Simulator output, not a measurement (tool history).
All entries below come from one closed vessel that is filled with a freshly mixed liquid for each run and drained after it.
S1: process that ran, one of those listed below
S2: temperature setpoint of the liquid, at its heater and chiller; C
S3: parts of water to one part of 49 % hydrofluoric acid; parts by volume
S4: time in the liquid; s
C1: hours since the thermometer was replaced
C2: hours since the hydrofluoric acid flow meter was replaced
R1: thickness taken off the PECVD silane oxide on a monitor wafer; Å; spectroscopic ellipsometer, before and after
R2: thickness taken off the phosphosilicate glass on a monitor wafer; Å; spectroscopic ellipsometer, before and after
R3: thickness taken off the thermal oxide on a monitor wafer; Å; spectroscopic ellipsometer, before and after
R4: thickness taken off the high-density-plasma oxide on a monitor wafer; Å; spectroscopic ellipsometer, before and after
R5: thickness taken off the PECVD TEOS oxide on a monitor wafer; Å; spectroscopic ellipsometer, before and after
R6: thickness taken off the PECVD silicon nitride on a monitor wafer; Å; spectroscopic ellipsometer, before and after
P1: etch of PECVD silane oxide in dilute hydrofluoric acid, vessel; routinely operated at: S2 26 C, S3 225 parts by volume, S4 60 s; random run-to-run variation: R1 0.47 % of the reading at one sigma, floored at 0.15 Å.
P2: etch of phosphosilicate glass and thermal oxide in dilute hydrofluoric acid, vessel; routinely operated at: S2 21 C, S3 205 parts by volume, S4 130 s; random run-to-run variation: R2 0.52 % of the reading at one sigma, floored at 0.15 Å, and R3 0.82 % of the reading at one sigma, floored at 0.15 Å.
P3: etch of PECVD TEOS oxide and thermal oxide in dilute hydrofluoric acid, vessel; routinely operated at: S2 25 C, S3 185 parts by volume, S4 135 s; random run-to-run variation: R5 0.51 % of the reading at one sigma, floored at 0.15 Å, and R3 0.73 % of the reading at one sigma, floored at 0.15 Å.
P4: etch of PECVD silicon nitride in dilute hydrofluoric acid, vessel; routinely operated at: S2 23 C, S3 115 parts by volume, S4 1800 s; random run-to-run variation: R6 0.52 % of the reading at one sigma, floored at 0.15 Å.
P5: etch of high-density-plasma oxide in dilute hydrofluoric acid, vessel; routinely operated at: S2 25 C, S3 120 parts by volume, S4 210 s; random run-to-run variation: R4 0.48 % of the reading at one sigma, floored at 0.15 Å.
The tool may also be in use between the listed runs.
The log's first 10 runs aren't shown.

run,hour,S1,S2,S3,S4,C1,C2,R1,R2,R3,R4,R5,R6
11,141.3,P1,22,225,60,1046,1957.4,108.76,,,,,
12,149.2,P2,21,205,130,1053.9,1965.3,,365.4,25.202,,,
13,160.1,P1,26,225,60,1064.8,1976.2,126.28,,,,,
14,171.7,P1,26,225,60,1076.4,1987.8,126.74,,,,,
15,179.6,P3,25,185,135,1084.3,1995.7,,,33.89,,60.716,
16,189.6,P5,33,120,210,1094.3,2005.7,,,,146.1,,
17,205.3,P1,31.5,360,60,1110,2021.4,81.918,,,,,
18,220,P1,26,350,60,1124.7,2036.1,72.229,,,,,
19,230.3,P1,26,225,60,1135,2046.4,127.19,,,,,
20,241.1,P1,26,225,60,1145.8,2057.2,126.82,,,,,
21,248.3,P2,27,205,130,1153,2064.4,,450.37,31.187,,,
22,258.3,P1,32,330,60,1163,2074.4,94.146,,,,,
23,272.6,P4,19,115,1800,1177.3,2088.7,,,,,,269.69
24,286.9,P4,23,115,1800,1191.6,2103,,,,,,350.26
25,298.2,P3,17,185,135,1202.9,2114.3,,,25.252,,44.698,
26,308.5,P2,21,350,130,1213.2,2124.6,,186.8,13.287,,,
27,320,P4,23,115,390,1224.7,2136.1,,,,,,77.003
28,335.1,P1,26,225,60,1239.8,2151.2,127.37,,,,,
29,343,P1,26,55,60,1247.7,2159.1,635.2,,,,,
30,353.8,P5,25,170,210,1258.5,2169.9,,,,72.192,,
31,366.7,P3,25,320,135,1271.4,2182.8,,,17.082,,31.097,
32,378.6,P5,25,120,210,1283.3,2194.7,,,,109.22,,
33,394.3,P1,26,225,60,1299,2210.4,127.09,,,,,

Forecast run 34:
34,404.2,P1,26,225,60,1308.9,2220.3,?,,,,,

{"run 34": {"R1": 123.17}}
